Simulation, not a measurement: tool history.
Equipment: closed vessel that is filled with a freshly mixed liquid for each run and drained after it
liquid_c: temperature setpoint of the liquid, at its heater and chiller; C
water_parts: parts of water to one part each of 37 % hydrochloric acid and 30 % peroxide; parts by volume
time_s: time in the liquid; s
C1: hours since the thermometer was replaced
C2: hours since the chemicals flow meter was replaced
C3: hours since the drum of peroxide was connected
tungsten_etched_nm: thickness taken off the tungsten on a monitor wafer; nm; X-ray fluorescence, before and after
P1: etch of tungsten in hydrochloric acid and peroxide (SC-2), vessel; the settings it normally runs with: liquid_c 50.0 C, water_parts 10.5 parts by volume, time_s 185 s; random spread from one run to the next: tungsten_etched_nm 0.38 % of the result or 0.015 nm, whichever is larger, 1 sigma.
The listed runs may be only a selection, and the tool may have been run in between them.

run 1 day=0.292 | liquid_c=50.0 water_parts=10.5 time_s=185 | C1=565.6 C2=1374.2 C3=559.1 | tungsten_etched_nm=29.5230
-- day=0.425 new drum of peroxide connected
run 2 day=0.479 | liquid_c=37.0 water_parts=10.5 time_s=185 | C1=570.1 C2=1378.7 C3=1.4 | tungsten_etched_nm=11.9920
run 3 day=0.738 | liquid_c=38.5 water_parts=17.5 time_s=185 | C1=576.3 C2=1384.9 C3=7.6 | tungsten_etched_nm=8.6121
run 4 day=1.008 | liquid_c=50.0 water_parts=10.5 time_s=185 | C1=582.8 C2=1391.4 C3=14.1 | tungsten_etched_nm=29.4320
run 5 day=1.250 | liquid_c=50.0 water_parts=10.5 time_s=185 | C1=588.6 C2=1397.2 C3=19.9 | tungsten_etched_nm=29.3610
run 6 day=1.504 | liquid_c=50.0 water_parts=10.5 time_s=350 | C1=594.7 C2=1403.3 C3=26.0 | tungsten_etched_nm=55.5350
run 7 day=1.788 | liquid_c=50.0 water_parts=10.5 time_s=185 | C1=601.5 C2=1410.1 C3=32.8 | tungsten_etched_nm=29.4300
-- day=1.958 thermometer replaced
run 8 day=2.025 | liquid_c=50.0 water_parts=4.0 time_s=185 | C1=1.6 C2=1415.8 C3=38.5 | tungsten_etched_nm=61.0380
run 9 day=2.388 | liquid_c=50.0 water_parts=10.5 time_s=185 | C1=10.3 C2=1424.5 C3=47.2 | tungsten_etched_nm=29.5730
run 10 day=2.754 | liquid_c=50.0 water_parts=5.0 time_s=45 | C1=19.1 C2=1433.3 C3=56.0 | tungsten_etched_nm=12.7100
run 11 day=2.942 | liquid_c=50.0 water_parts=17.5 time_s=185 | C1=23.6 C2=1437.8 C3=60.5 | tungsten_etched_nm=18.7560
run 12 day=3.154 | liquid_c=63.5 water_parts=10.5 time_s=185 | C1=28.7 C2=1442.9 C3=65.6 | tungsten_etched_nm=69.4210
run 13 day=3.421 | liquid_c=50.0 water_parts=10.5 time_s=30 | C1=35.1 C2=1449.3 C3=72.0 | tungsten_etched_nm=4.7766
run 14 day=3.675 | liquid_c=50.0 water_parts=10.5 time_s=185 | C1=41.2 C2=1455.4 C3=78.1 | tungsten_etched_nm=29.5760

Forecast run 15:
run 15 day=3.925 | liquid_c=50.0 water_parts=10.5 time_s=185 | C1=47.2 C2=1461.4 C3=84.1 | tungsten_etched_nm=?

{"run 15": {"tungsten_etched_nm": 27.947}}
